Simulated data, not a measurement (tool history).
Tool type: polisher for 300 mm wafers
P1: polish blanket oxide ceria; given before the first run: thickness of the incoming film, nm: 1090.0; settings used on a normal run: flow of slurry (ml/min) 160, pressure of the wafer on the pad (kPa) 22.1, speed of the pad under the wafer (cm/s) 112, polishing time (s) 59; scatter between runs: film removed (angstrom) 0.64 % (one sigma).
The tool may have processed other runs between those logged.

run,hour,flow of slurry (ml/min),pressure of the wafer on the pad (kPa),speed of the pad under the wafer (cm/s),polishing time (s),wafers polished on this pad,hours since the slurry nozzle was cleaned,hours since the head pressure was calibrated,film removed (angstrom)
1,12.4,160,22.1,112,59,1188,557.8,375.4,3227.7
2,27.3,160,27.6,112,59,1344,572.7,390.3,4004
3,35.8,225,22.1,112,59,1433,581.2,398.8,3390.4
4,47.2,160,22.1,112,59,1552,592.6,410.2,3248.2
5,59,160,22.1,112,59,1676,604.4,422,3259.8
6,67.7,160,22.1,112,27,1767,613.1,430.7,1476.8
7,80,160,22.1,112,59,1896,625.4,443,3243.4
8,89.2,105,22.1,112,59,1993,634.6,452.2,3006.5
9,98.1,160,22.1,112,78,2086,643.5,461.1,4298.9
10,106.7,160,31.7,162,59,2177,652.1,469.7,6804.4
11,121.4,160,22.1,174,59,2331,666.8,484.4,5074.3
12,132.3,160,22.1,112,59,2445,677.7,495.3,3244.4

Estimate the outcome of run 13 from the log above:
13,146.7,160,22.1,50,59,2596,692.1,509.7,?

{"run 13": {"film removed (angstrom)": 1440.1}}
